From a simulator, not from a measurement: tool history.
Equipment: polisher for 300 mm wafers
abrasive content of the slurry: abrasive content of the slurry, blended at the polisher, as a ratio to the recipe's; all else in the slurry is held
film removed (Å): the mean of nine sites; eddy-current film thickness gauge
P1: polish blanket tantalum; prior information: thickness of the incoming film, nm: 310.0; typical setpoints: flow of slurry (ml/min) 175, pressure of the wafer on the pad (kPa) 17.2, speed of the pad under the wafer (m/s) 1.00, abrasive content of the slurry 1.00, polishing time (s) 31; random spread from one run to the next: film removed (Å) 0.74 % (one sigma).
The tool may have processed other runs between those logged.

run,hour,flow of slurry (ml/min),pressure of the wafer on the pad (kPa),speed of the pad under the wafer (m/s),abrasive content of the slurry,polishing time (s),film removed (Å)
1,11.1,175,17.2,1.00,1.00,31,727.40
2,18.2,175,8.3,1.00,1.00,31,352.26
3,29.0,175,17.2,1.00,1.00,31,738.64
4,34.4,175,17.2,1.00,1.00,31,726.90
5,43.9,175,24.1,1.00,1.00,31,1030.10
6,51.1,105,17.2,1.00,1.00,19,404.00
7,60.8,175,17.2,1.00,1.00,49,1159.30
8,69.0,175,17.2,1.00,1.00,31,732.63
9,79.9,175,17.2,0.56,1.00,31,411.62
10,87.9,175,17.2,1.00,1.35,31,794.21
11,97.8,270,17.2,1.00,0.70,31,699.40
12,106.1,175,17.2,1.50,1.00,31,1116.30
13,113.3,175,17.2,1.00,1.00,31,746.94
14,120.4,120,17.2,1.00,1.00,31,692.65
15,130.6,255,17.2,1.00,1.00,31,767.92
16,136.7,175,17.2,1.00,1.00,14,331.65
17,147.1,175,17.2,1.00,0.60,31,611.48
18,157.4,175,7.6,0.44,1.00,31,142.02
19,167.9,175,17.2,1.00,1.00,31,734.41
20,173.8,175,17.2,1.00,1.00,31,729.33
21,178.9,175,17.2,1.00,1.00,31,706.34
22,184.3,175,17.2,1.00,1.00,31,711.55
23,190.1,175,17.2,1.00,1.00,31,696.87
24,197.2,175,17.2,1.00,1.00,31,690.52

Run 25 comes next. What will it give?
25,207.9,175,17.2,1.00,1.00,31,?

Run 25 gave film removed (Å) 689.10.

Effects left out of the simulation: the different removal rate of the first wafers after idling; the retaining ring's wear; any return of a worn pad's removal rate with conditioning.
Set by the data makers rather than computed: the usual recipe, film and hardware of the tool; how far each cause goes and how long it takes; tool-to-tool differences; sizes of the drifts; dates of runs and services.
